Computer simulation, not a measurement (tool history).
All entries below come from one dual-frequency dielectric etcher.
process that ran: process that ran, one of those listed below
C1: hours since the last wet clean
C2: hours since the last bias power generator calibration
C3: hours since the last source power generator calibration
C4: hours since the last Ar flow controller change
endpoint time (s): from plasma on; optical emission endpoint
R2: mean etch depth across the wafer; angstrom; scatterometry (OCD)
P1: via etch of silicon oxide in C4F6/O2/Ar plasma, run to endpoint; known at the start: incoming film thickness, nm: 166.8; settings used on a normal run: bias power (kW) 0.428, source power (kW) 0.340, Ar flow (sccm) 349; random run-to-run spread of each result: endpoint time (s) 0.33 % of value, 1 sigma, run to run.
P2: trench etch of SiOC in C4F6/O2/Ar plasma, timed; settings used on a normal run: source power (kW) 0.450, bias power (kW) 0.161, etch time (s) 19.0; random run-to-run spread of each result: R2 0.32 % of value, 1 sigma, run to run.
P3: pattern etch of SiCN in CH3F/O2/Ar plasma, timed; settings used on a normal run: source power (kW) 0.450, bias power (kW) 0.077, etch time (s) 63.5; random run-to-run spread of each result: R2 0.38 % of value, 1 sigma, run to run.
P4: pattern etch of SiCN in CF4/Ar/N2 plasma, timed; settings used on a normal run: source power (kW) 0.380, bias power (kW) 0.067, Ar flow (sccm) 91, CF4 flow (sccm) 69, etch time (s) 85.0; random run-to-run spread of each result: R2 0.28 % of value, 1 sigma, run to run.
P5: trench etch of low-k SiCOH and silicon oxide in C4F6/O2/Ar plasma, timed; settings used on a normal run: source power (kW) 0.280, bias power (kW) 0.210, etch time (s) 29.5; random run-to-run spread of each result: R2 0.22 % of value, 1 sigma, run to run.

{"run": 1, "hour": 7.2, "process that ran": "P1", "bias power (kW)": 0.428, "source power (kW)": 0.34, "Ar flow (sccm)": 349, "C1": 359.2, "C2": 1862.0, "C3": 1703.2, "C4": 1521.2, "endpoint time (s)": 41.703}
{"run": 2, "hour": 10.8, "process that ran": "P3", "bias power (kW)": 0.077, "source power (kW)": 0.45, "etch time (s)": 48.0, "C1": 362.8, "C2": 1865.6, "C3": 1706.8, "C4": 1524.8, "R2": 191.68}
{"run": 3, "hour": 14.1, "process that ran": "P4", "bias power (kW)": 0.067, "source power (kW)": 0.38, "Ar flow (sccm)": 91, "etch time (s)": 50.0, "CF4 flow (sccm)": 69, "C1": 366.1, "C2": 1868.9, "C3": 1710.1, "C4": 1528.1, "R2": 365.4}
{"run": 4, "hour": 17.7, "process that ran": "P1", "bias power (kW)": 0.428, "source power (kW)": 0.25, "Ar flow (sccm)": 349, "C1": 369.7, "C2": 1872.5, "C3": 1713.7, "C4": 1531.7, "endpoint time (s)": 46.468}
{"run": 5, "hour": 22.3, "process that ran": "P2", "bias power (kW)": 0.161, "source power (kW)": 0.36, "etch time (s)": 19.0, "C1": 374.3, "C2": 1877.1, "C3": 1718.3, "C4": 1536.3, "R2": 381.45}
{"run": 6, "hour": 27.7, "process that ran": "P1", "bias power (kW)": 0.428, "source power (kW)": 0.34, "Ar flow (sccm)": 428, "C1": 379.7, "C2": 1882.5, "C3": 1723.7, "C4": 1541.7, "endpoint time (s)": 42.432}
{"run": 7, "hour": 31.2, "process that ran": "P1", "bias power (kW)": 0.428, "source power (kW)": 0.34, "Ar flow (sccm)": 349, "C1": 383.2, "C2": 1886.0, "C3": 1727.2, "C4": 1545.2, "endpoint time (s)": 41.624}
{"run": 8, "hour": 38.5, "process that ran": "P3", "bias power (kW)": 0.077, "source power (kW)": 0.45, "etch time (s)": 63.5, "C1": 390.5, "C2": 1893.3, "C3": 1734.5, "C4": 1552.5, "R2": 252.95}
{"run": 9, "hour": 43.2, "process that ran": "P1", "bias power (kW)": 0.428, "source power (kW)": 0.47, "Ar flow (sccm)": 349, "C1": 395.2, "C2": 1898.0, "C3": 1739.2, "C4": 1557.2, "endpoint time (s)": 36.789}
{"run": 10, "hour": 46.6, "process that ran": "P5", "bias power (kW)": 0.21, "source power (kW)": 0.28, "etch time (s)": 16.0, "C1": 398.6, "C2": 1901.4, "C3": 1742.6, "C4": 1560.6, "R2": 445.06}
{"run": 11, "hour": 52.7, "process that ran": "P4", "bias power (kW)": 0.067, "source power (kW)": 0.21, "Ar flow (sccm)": 91, "etch time (s)": 85.0, "CF4 flow (sccm)": 69, "C1": 404.7, "C2": 1907.5, "C3": 1748.7, "C4": 1566.7, "R2": 369.28}
{"run": 12, "hour": 58.3, "process that ran": "P4", "bias power (kW)": 0.081, "source power (kW)": 0.38, "Ar flow (sccm)": 91, "etch time (s)": 85.0, "CF4 flow (sccm)": 69, "C1": 410.3, "C2": 1913.1, "C3": 1754.3, "C4": 1572.3, "R2": 664.17}
{"run": 13, "hour": 63.4, "process that ran": "P4", "bias power (kW)": 0.067, "source power (kW)": 0.38, "Ar flow (sccm)": 91, "etch time (s)": 85.0, "CF4 flow (sccm)": 69, "C1": 415.4, "C2": 1918.2, "C3": 1759.4, "C4": 1577.4, "R2": 620.18}
{"run": 14, "hour": 68.9, "process that ran": "P3", "bias power (kW)": 0.077, "source power (kW)": 0.27, "etch time (s)": 63.5, "C1": 420.9, "C2": 1923.7, "C3": 1764.9, "C4": 1582.9, "R2": 209.47}
{"run": 15, "hour": 76.0, "process that ran": "P2", "bias power (kW)": 0.161, "source power (kW)": 0.45, "etch time (s)": 19.0, "C1": 428.0, "C2": 1930.8, "C3": 1772.0, "C4": 1590.0, "R2": 415.95}
{"run": 16, "hour": 82.5, "process that ran": "P4", "bias power (kW)": 0.067, "source power (kW)": 0.38, "Ar flow (sccm)": 91, "etch time (s)": 85.0, "CF4 flow (sccm)": 41, "C1": 434.5, "C2": 1937.3, "C3": 1778.5, "C4": 1596.5, "R2": 570.74}
{"run": 17, "hour": 89.0, "process that ran": "P2", "bias power (kW)": 0.161, "source power (kW)": 0.45, "etch time (s)": 27.0, "C1": 441.0, "C2": 1943.8, "C3": 1785.0, "C4": 1603.0, "R2": 591.51}
{"run": 18, "hour": 95.8, "process that ran": "P3", "bias power (kW)": 0.077, "source power (kW)": 0.45, "etch time (s)": 63.5, "C1": 447.8, "C2": 1950.6, "C3": 1791.8, "C4": 1609.8, "R2": 254.38}
{"run": 19, "hour": 100.4, "process that ran": "P5", "bias power (kW)": 0.21, "source power (kW)": 0.28, "etch time (s)": 29.5, "C1": 452.4, "C2": 1955.2, "C3": 1796.4, "C4": 1614.4, "R2": 821.84}
{"hour": 105.1, "done": "source power generator calibrated"}
{"run": 20, "hour": 107.1, "process that ran": "P1", "bias power (kW)": 0.428, "source power (kW)": 0.34, "Ar flow (sccm)": 349, "C1": 459.1, "C2": 1961.9, "C3": 2.1, "C4": 1621.1, "endpoint time (s)": 41.358}
{"run": 21, "hour": 111.9, "process that ran": "P5", "bias power (kW)": 0.294, "source power (kW)": 0.28, "etch time (s)": 29.5, "C1": 463.9, "C2": 1966.7, "C3": 6.9, "C4": 1625.9, "R2": 921.38}
{"run": 22, "hour": 118.2, "process that ran": "P4", "bias power (kW)": 0.067, "source power (kW)": 0.38, "Ar flow (sccm)": 91, "etch time (s)": 85.0, "CF4 flow (sccm)": 69, "C1": 470.2, "C2": 1973.0, "C3": 13.2, "C4": 1632.2, "R2": 620.51}
{"run": 23, "hour": 122.6, "process that ran": "P4", "bias power (kW)": 0.067, "source power (kW)": 0.38, "Ar flow (sccm)": 55, "etch time (s)": 85.0, "CF4 flow (sccm)": 69, "C1": 474.6, "C2": 1977.4, "C3": 17.6, "C4": 1636.6, "R2": 660.8}
{"run": 24, "hour": 129.9, "process that ran": "P1", "bias power (kW)": 0.428, "source power (kW)": 0.34, "Ar flow (sccm)": 349, "C1": 481.9, "C2": 1984.7, "C3": 24.9, "C4": 1643.9, "endpoint time (s)": 41.482}
{"run": 25, "hour": 133.2, "process that ran": "P1", "bias power (kW)": 0.281, "source power (kW)": 0.34, "Ar flow (sccm)": 349, "C1": 485.2, "C2": 1988.0, "C3": 28.2, "C4": 1647.2, "endpoint time (s)": 48.183}
{"run": 26, "hour": 139.3, "process that ran": "P5", "bias power (kW)": 0.21, "source power (kW)": 0.22, "etch time (s)": 29.5, "C1": 491.3, "C2": 1994.1, "C3": 34.3, "C4": 1653.3, "R2": 746.65}
{"run": 27, "hour": 142.8, "process that ran": "P1", "bias power (kW)": 0.6, "source power (kW)": 0.34, "Ar flow (sccm)": 349, "C1": 494.8, "C2": 1997.6, "C3": 37.8, "C4": 1656.8, "endpoint time (s)": 36.587}
{"run": 28, "hour": 148.0, "process that ran": "P2", "bias power (kW)": 0.121, "source power (kW)": 0.45, "etch time (s)": 19.0, "C1": 500.0, "C2": 2002.8, "C3": 43.0, "C4": 1662.0, "R2": 382.65}
{"run": 29, "hour": 153.8, "process that ran": "P1", "bias power (kW)": 0.428, "source power (kW)": 0.34, "Ar flow (sccm)": 229, "C1": 505.8, "C2": 2008.6, "C3": 48.8, "C4": 1667.8, "endpoint time (s)": 39.588}
{"run": 30, "hour": 158.2, "process that ran": "P3", "bias power (kW)": 0.052, "source power (kW)": 0.45, "etch time (s)": 63.5, "C1": 510.2, "C2": 2013.0, "C3": 53.2, "C4": 1672.2, "R2": 222.92}
{"run": 31, "hour": 162.3, "process that ran": "P1", "bias power (kW)": 0.428, "source power (kW)": 0.45, "Ar flow (sccm)": 467, "C1": 514.3, "C2": 2017.1, "C3": 57.3, "C4": 1676.3, "endpoint time (s)": 38.676}
{"run": 32, "hour": 166.6, "process that ran": "P1", "bias power (kW)": 0.428, "source power (kW)": 0.34, "Ar flow (sccm)": 349, "C1": 518.6, "C2": 2021.4, "C3": 61.6, "C4": 1680.6, "endpoint time (s)": 41.726}
{"run": 33, "hour": 173.5, "process that ran": "P1", "bias power (kW)": 0.428, "source power (kW)": 0.34, "Ar flow (sccm)": 349, "C1": 525.5, "C2": 2028.3, "C3": 68.5, "C4": 1687.5, "endpoint time (s)": 42.073}
{"run": 34, "hour": 179.9, "process that ran": "P1", "bias power (kW)": 0.428, "source power (kW)": 0.34, "Ar flow (sccm)": 349, "C1": 531.9, "C2": 2034.7, "C3": 74.9, "C4": 1693.9, "endpoint time (s)": 42.083}
{"run": 35, "hour": 186.0, "process that ran": "P1", "bias power (kW)": 0.428, "source power (kW)": 0.34, "Ar flow (sccm)": 349, "C1": 538.0, "C2": 2040.8, "C3": 81.0, "C4": 1700.0, "endpoint time (s)": 42.098}
{"hour": 190.9, "done": "wet clean of the chamber"}
{"run": 36, "hour": 191.7, "process that ran": "P1", "bias power (kW)": 0.428, "source power (kW)": 0.34, "Ar flow (sccm)": 349, "C1": 0.9, "C2": 2046.5, "C3": 86.7, "C4": 1705.7, "endpoint time (s)": 42.111}
{"run": 37, "hour": 197.2, "process that ran": "P1", "bias power (kW)": 0.428, "source power (kW)": 0.34, "Ar flow (sccm)": 349, "C1": 6.4, "C2": 2052.0, "C3": 92.2, "C4": 1711.2, "endpoint time (s)": 42.317}
{"run": 38, "hour": 203.4, "process that ran": "P1", "bias power (kW)": 0.428, "source power (kW)": 0.34, "Ar flow (sccm)": 349, "C1": 12.6, "C2": 2058.2, "C3": 98.4, "C4": 1717.4, "endpoint time (s)": 42.421}
{"run": 39, "hour": 207.2, "process that ran": "P1", "bias power (kW)": 0.428, "source power (kW)": 0.34, "Ar flow (sccm)": 349, "C1": 16.4, "C2": 2062.0, "C3": 102.2, "C4": 1721.2, "endpoint time (s)": 42.359}
{"run": 40, "hour": 210.9, "process that ran": "P1", "bias power (kW)": 0.428, "source power (kW)": 0.34, "Ar flow (sccm)": 349, "C1": 20.1, "C2": 2065.7, "C3": 105.9, "C4": 1724.9, "endpoint time (s)": 42.336}
{"run": 41, "hour": 215.2, "process that ran": "P1", "bias power (kW)": 0.428, "source power (kW)": 0.34, "Ar flow (sccm)": 349, "C1": 24.4, "C2": 2070.0, "C3": 110.2, "C4": 1729.2, "endpoint time (s)": 42.388}
{"run": 42, "hour": 221.2, "process that ran": "P1", "bias power (kW)": 0.428, "source power (kW)": 0.34, "Ar flow (sccm)": 349, "C1": 30.4, "C2": 2076.0, "C3": 116.2, "C4": 1735.2, "endpoint time (s)": 42.393}

P1 has crept away from where it was. The log is fitted equally well by each of these 2 causes, at the sizes shown:
A: source power that arrives under what is set, % = 4.73
B: bias power that arrives under what is set, % = 4.77
At approximately hour 166.6, the process output began to creep.
Each remaining cause and why it is not a fit:
chamber walls in a state that lowers the etch rate, %: its service at hour 190.9 followed the start of the drift and did not put the process back to its old value
Ar flow that arrives over what is set, %: at its largest 8, which would move endpoint time (s) by +0.9 %, too little to match the creep or of the wrong sign

Below are 4 check runs, each on a single wafer, with their results shown as question marks. Which of them would tell the listed causes apart, meaning the causes would give clearly different results under it?
{"run": "check 1", "hour": 227.2, "process that ran": "P5", "bias power (kW)": 0.265, "source power (kW)": 0.28, "etch time (s)": 16.0, "R2": "?"}
{"run": "check 2", "hour": 227.2, "process that ran": "P2", "bias power (kW)": 0.161, "source power (kW)": 0.37, "etch time (s)": 27.0, "R2": "?"}
{"run": "check 3", "hour": 227.2, "process that ran": "P4", "bias power (kW)": 0.067, "source power (kW)": 0.38, "Ar flow (sccm)": 76, "etch time (s)": 85.0, "CF4 flow (sccm)": 69, "R2": "?"}
{"run": "check 4", "hour": 227.2, "process that ran": "P3", "bias power (kW)": 0.077, "source power (kW)": 0.28, "etch time (s)": 63.5, "R2": "?"}

How each check would come out, cause by cause:
check=check_1 result=R2 if_A=472.94 if_B=473.57
check=check_2 result=R2 if_A=536.25 if_B=538.32
check=check_3 result=R2 if_A=608.93 if_B=625.34
check=check_4 result=R2 if_A=209.34 if_B=209.36
Per-check spread between the two closest causes, in the result where they differ most: check 1 0.13 %; check 2 0.38 %; check 3 2.66 %; check 4 0.01 %
Only in check 3 would the causes give clearly different results; in the remaining checks their results would be nearly the same.

Running check 3 produced the following: R2 610.12 angstrom. Which one of the listed causes fits?

Of the candidate causes, it is A: source power that arrives under what is set, %.
